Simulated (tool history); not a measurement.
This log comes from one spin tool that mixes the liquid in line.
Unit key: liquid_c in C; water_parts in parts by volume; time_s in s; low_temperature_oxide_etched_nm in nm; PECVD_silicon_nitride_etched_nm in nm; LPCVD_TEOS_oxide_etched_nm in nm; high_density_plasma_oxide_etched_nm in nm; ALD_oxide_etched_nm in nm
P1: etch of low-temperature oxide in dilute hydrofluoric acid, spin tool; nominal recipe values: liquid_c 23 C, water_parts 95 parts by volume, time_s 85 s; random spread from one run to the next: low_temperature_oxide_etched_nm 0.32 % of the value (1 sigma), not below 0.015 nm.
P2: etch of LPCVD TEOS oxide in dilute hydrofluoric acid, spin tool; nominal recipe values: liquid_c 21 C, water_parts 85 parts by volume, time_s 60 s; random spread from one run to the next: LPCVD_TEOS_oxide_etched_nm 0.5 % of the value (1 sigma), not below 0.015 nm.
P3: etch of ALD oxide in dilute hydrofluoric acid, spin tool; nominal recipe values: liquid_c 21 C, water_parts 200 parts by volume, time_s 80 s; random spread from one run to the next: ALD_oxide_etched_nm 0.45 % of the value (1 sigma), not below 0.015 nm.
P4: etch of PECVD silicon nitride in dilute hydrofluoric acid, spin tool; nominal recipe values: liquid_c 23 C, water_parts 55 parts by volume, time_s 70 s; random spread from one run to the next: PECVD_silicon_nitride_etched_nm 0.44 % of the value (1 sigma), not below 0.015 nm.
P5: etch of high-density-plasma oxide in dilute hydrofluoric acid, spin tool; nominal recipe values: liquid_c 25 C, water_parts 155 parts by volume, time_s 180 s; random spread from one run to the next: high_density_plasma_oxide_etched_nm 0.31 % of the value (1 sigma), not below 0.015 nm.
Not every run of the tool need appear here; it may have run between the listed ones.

run	hour	process	liquid_c	water_parts	time_s	hours since the thermometer was replaced	hours since the hydrofluoric acid flow meter was replaced	low_temperature_oxide_etched_nm	PECVD_silicon_nitride_etched_nm	LPCVD_TEOS_oxide_etched_nm	high_density_plasma_oxide_etched_nm	ALD_oxide_etched_nm
1	2.6	P1	23	95	85	484.3	1256.2	10.345				
2	6.7	P1	23	95	25	488.4	1260.3	3.0512				
3	9.3	P1	23	95	85	491	1262.9	10.311				
4	12.7	P4	23	55	70	494.4	1266.3		4.6327			
5	17	P1	23	95	85	498.7	1270.6	10.307				
6	21.2	P4	23	25	70	502.9	1274.8		10.011			
7	25.3	P2	21	85	60	507	1278.9			23.171		
8	28.2	P2	21	85	95	509.9	1281.8			37.318		
9	32.9	P5	17.5	155	180	514.6	1286.5				5.9325	
10	36.9	P2	21	85	60	518.6	1290.5			23.212		
11	39.4	P4	23	55	125	521.1	1293		8.2517			
12	42.1	P1	23	95	85	523.8	1295.7	10.295				
13	45.2	P1	23	95	85	526.9	1298.8	10.307				
14	50	P1	23	170	85	531.7	1303.6	5.3319				
15	53.9	P2	17	85	60	535.6	1307.5			19.67		
16	57.9	P1	23	20	85	539.6	1311.5	54.011				
17	62.5	P3	21	70	80	544.2	1316.1					20.201
18	64.9	P3	21	200	80	546.6	1318.5					6.0772
19	68.8	P5	25	60	180	550.5	1322.4				23.106	
20	73.6	P1	23	95	85	555.3	1327.2	10.287				
21	77.6	P1	30.5	95	85	559.3	1331.2	13.72				
22	81.9	P5	25	155	180	563.6	1335.5				7.9616	
23	84.5	P1	23	95	140	566.2	1338.1	17.121				
24	88.6	P3	17	200	80	570.3	1342.2					5.2453
25	93	P4	29	55	70	574.7	1346.6		6.9185			

Expected results for the next run?
26	95.1	P1	17	95	85	576.8	1348.7	?				

low_temperature_oxide_etched_nm: 8.0445 nm

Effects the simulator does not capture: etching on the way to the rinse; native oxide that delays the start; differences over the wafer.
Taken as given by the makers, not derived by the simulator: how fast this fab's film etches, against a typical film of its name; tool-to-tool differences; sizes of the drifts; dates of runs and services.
